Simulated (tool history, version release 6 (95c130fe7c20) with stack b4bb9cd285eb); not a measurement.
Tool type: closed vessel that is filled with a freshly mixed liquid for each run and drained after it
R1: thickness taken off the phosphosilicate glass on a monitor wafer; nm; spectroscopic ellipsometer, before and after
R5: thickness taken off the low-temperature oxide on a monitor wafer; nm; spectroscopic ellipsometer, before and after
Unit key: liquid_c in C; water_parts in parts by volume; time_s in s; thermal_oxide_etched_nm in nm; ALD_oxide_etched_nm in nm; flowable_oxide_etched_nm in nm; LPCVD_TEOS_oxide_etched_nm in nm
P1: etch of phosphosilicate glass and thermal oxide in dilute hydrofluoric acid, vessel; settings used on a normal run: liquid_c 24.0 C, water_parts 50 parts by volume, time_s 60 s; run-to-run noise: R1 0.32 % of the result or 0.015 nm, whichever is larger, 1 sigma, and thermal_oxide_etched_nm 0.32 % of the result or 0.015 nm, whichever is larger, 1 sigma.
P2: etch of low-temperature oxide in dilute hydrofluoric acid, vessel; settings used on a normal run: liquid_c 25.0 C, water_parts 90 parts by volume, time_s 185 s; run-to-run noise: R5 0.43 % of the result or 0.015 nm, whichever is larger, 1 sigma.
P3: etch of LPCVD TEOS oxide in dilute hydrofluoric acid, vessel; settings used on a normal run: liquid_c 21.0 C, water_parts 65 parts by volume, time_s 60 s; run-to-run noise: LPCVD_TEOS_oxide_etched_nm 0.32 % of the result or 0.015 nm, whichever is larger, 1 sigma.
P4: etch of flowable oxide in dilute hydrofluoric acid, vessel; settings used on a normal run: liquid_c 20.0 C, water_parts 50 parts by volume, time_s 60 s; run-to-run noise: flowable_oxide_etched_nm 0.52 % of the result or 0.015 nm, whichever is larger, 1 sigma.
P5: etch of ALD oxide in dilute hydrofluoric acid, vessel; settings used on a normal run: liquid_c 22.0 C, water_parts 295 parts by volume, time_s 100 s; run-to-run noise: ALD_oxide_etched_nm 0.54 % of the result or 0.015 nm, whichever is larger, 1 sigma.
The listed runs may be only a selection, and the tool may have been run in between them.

Run 1, hour 7.3: process P1, liquid_c 24.0 C, water_parts 50 parts by volume, time_s 60 s. Result: R1 141.000 nm, thermal_oxide_etched_nm 6.6773 nm.
Run 2, hour 20.5: process P5, liquid_c 22.0 C, water_parts 295 parts by volume, time_s 30 s. Result: ALD_oxide_etched_nm 1.7747 nm.
Run 3, hour 30.8: process P4, liquid_c 17.0 C, water_parts 50 parts by volume, time_s 60 s. Result: flowable_oxide_etched_nm 66.304 nm.
Run 4, hour 46.0: process P1, liquid_c 24.0 C, water_parts 50 parts by volume, time_s 60 s. Result: R1 141.660 nm, thermal_oxide_etched_nm 6.7057 nm.
Run 5, hour 60.8: process P1, liquid_c 24.0 C, water_parts 50 parts by volume, time_s 90 s. Result: R1 210.630 nm, thermal_oxide_etched_nm 9.9648 nm.
Run 6, hour 72.1: process P5, liquid_c 22.0 C, water_parts 295 parts by volume, time_s 100 s. Result: ALD_oxide_etched_nm 5.9814 nm.
Run 7, hour 82.2: process P2, liquid_c 25.0 C, water_parts 90 parts by volume, time_s 30 s. Result: R5 4.4527 nm.
Run 8, hour 90.9: process P2, liquid_c 25.0 C, water_parts 90 parts by volume, time_s 185 s. Result: R5 27.3450 nm.
Run 9, hour 97.7: process P1, liquid_c 28.5 C, water_parts 50 parts by volume, time_s 60 s. Result: R1 169.220 nm, thermal_oxide_etched_nm 8.0085 nm.
Run 10, hour 107.4: process P3, liquid_c 21.0 C, water_parts 65 parts by volume, time_s 60 s. Result: LPCVD_TEOS_oxide_etched_nm 46.310 nm.
Run 11, hour 118.6: process P1, liquid_c 24.0 C, water_parts 25 parts by volume, time_s 60 s. Result: R1 289.610 nm, thermal_oxide_etched_nm 13.8170 nm.
Run 12, hour 131.5: process P4, liquid_c 20.0 C, water_parts 50 parts by volume, time_s 60 s. Result: flowable_oxide_etched_nm 74.900 nm.
Run 13, hour 138.7: process P1, liquid_c 24.0 C, water_parts 65 parts by volume, time_s 110 s. Result: R1 195.210 nm, thermal_oxide_etched_nm 9.2312 nm.
Run 14, hour 149.5: process P4, liquid_c 20.0 C, water_parts 50 parts by volume, time_s 100 s. Result: flowable_oxide_etched_nm 124.460 nm.
Run 15, hour 162.8: process P4, liquid_c 20.0 C, water_parts 50 parts by volume, time_s 60 s. Result: flowable_oxide_etched_nm 74.576 nm.
Run 16, hour 169.5: process P3, liquid_c 27.5 C, water_parts 65 parts by volume, time_s 60 s. Result: LPCVD_TEOS_oxide_etched_nm 60.390 nm.
Run 17, hour 184.8: process P1, liquid_c 24.0 C, water_parts 50 parts by volume, time_s 60 s. Result: R1 139.870 nm, thermal_oxide_etched_nm 6.6410 nm.
Run 18, hour 199.5: process P3, liquid_c 21.0 C, water_parts 65 parts by volume, time_s 30 s. Result: LPCVD_TEOS_oxide_etched_nm 23.106 nm.
Run 19, hour 214.2: process P2, liquid_c 25.0 C, water_parts 90 parts by volume, time_s 185 s. Result: R5 27.1400 nm.
Run 20, hour 224.4: process P1, liquid_c 24.0 C, water_parts 50 parts by volume, time_s 35 s. Result: R1 82.050 nm, thermal_oxide_etched_nm 3.8929 nm.
Run 21, hour 232.4: process P3, liquid_c 21.0 C, water_parts 30 parts by volume, time_s 60 s. Result: LPCVD_TEOS_oxide_etched_nm 104.840 nm.
Run 22, hour 245.9: process P5, liquid_c 29.5 C, water_parts 295 parts by volume, time_s 100 s. Result: ALD_oxide_etched_nm 7.6598 nm.
Run 23, hour 258.5: process P2, liquid_c 17.0 C, water_parts 90 parts by volume, time_s 185 s. Result: R5 19.5290 nm.
Run 24, hour 269.5: process P1, liquid_c 24.0 C, water_parts 75 parts by volume, time_s 60 s. Result: R1 91.117 nm, thermal_oxide_etched_nm 4.2955 nm.
Run 25, hour 279.4: process P2, liquid_c 25.0 C, water_parts 35 parts by volume, time_s 185 s. Result: R5 75.6740 nm.
Run 26, hour 289.6: process P1, liquid_c 17.0 C, water_parts 50 parts by volume, time_s 60 s. Result: R1 104.410 nm, thermal_oxide_etched_nm 4.9471 nm.
Run 27, hour 299.1: process P5, liquid_c 22.0 C, water_parts 130 parts by volume, time_s 100 s. Result: ALD_oxide_etched_nm 16.2200 nm.
Run 28, hour 306.1: process P5, liquid_c 22.0 C, water_parts 295 parts by volume, time_s 100 s. Result: ALD_oxide_etched_nm 6.0187 nm.
Run 29, hour 317.4: process P1, liquid_c 31.5 C, water_parts 90 parts by volume, time_s 60 s. Result: R1 99.778 nm, thermal_oxide_etched_nm 4.6911 nm.
Run 30, hour 325.4: process P1, liquid_c 24.0 C, water_parts 50 parts by volume, time_s 60 s. Result: R1 140.970 nm, thermal_oxide_etched_nm 6.6946 nm.
Run 31, hour 335.1: process P4, liquid_c 20.0 C, water_parts 75 parts by volume, time_s 60 s. Result: flowable_oxide_etched_nm 48.743 nm.
Run 32, hour 347.8: process P1, liquid_c 24.0 C, water_parts 50 parts by volume, time_s 60 s. Result: R1 140.550 nm, thermal_oxide_etched_nm 6.6235 nm.
Run 33, hour 355.4: process P1, liquid_c 24.0 C, water_parts 50 parts by volume, time_s 60 s. Result: R1 144.640 nm, thermal_oxide_etched_nm 6.7938 nm.
Run 34, hour 368.4: process P1, liquid_c 24.0 C, water_parts 50 parts by volume, time_s 60 s. Result: R1 148.000 nm, thermal_oxide_etched_nm 7.0171 nm.
Run 35, hour 376.9: process P1, liquid_c 24.0 C, water_parts 50 parts by volume, time_s 60 s. Result: R1 150.330 nm, thermal_oxide_etched_nm 7.1257 nm.
Run 36, hour 387.3: process P1, liquid_c 24.0 C, water_parts 50 parts by volume, time_s 60 s. Result: R1 150.630 nm, thermal_oxide_etched_nm 7.1818 nm.
Run 37, hour 402.7: process P1, liquid_c 24.0 C, water_parts 50 parts by volume, time_s 60 s. Result: R1 151.910 nm, thermal_oxide_etched_nm 7.2223 nm.
Run 38, hour 413.5: process P1, liquid_c 24.0 C, water_parts 50 parts by volume, time_s 60 s. Result: R1 151.500 nm, thermal_oxide_etched_nm 7.2435 nm.
Run 39, hour 427.7: process P1, liquid_c 24.0 C, water_parts 50 parts by volume, time_s 60 s. Result: R1 153.170 nm, thermal_oxide_etched_nm 7.2683 nm.
Run 40, hour 435.9: process P1, liquid_c 24.0 C, water_parts 50 parts by volume, time_s 60 s. Result: R1 153.510 nm, thermal_oxide_etched_nm 7.2580 nm.
Run 41, hour 451.2: process P1, liquid_c 24.0 C, water_parts 50 parts by volume, time_s 60 s. Result: R1 153.380 nm, thermal_oxide_etched_nm 7.2886 nm.

P1 has crept away from where it was. The log is fitted equally well by each of these 2 causes, at the sizes shown:
A: hydrofluoric acid flow above the setpoint (%) = 8.26
B: liquid hotter than its thermometer reads (K) = 2.08
Onset of the creep was near hour 347.8.

The list below offers 4 check runs, each averaging the results of 2 wafers, and shows each result as a question mark. For which of them would the listed causes give clearly different results?
Run check 1, hour 466.5: process P2, liquid_c 17.0 C, water_parts 90 parts by volume, time_s 120 s. Result: R5 ?.
Run check 2, hour 466.5: process P4, liquid_c 20.0 C, water_parts 70 parts by volume, time_s 60 s. Result: flowable_oxide_etched_nm ?.
Run check 3, hour 466.5: process P5, liquid_c 27.0 C, water_parts 295 parts by volume, time_s 45 s. Result: ALD_oxide_etched_nm ?.
Run check 4, hour 466.5: process P3, liquid_c 21.0 C, water_parts 40 parts by volume, time_s 60 s. Result: LPCVD_TEOS_oxide_etched_nm ?.

Expected result of each check under each candidate cause:
  check                      result     if A     if B
check 1                          R5  13.9000  13.9110
check 2    flowable_oxide_etched_nm   57.194   57.238
check 3         ALD_oxide_etched_nm   3.5269   3.4084
check 4  LPCVD_TEOS_oxide_etched_nm   84.506   84.887
Per-check spread between the two closest causes, in the result where they differ most: check 1 0.08 %; check 2 0.08 %; check 3 3.42 %; check 4 0.45 %
Check 3 is the one run that separates the causes; every other check would come out nearly the same whichever cause is at work.

With check 3 done, the readings were: ALD_oxide_etched_nm 3.5182 nm. Identify which of the listed causes applies.

A is the cause: hydrofluoric acid flow above the setpoint (%).
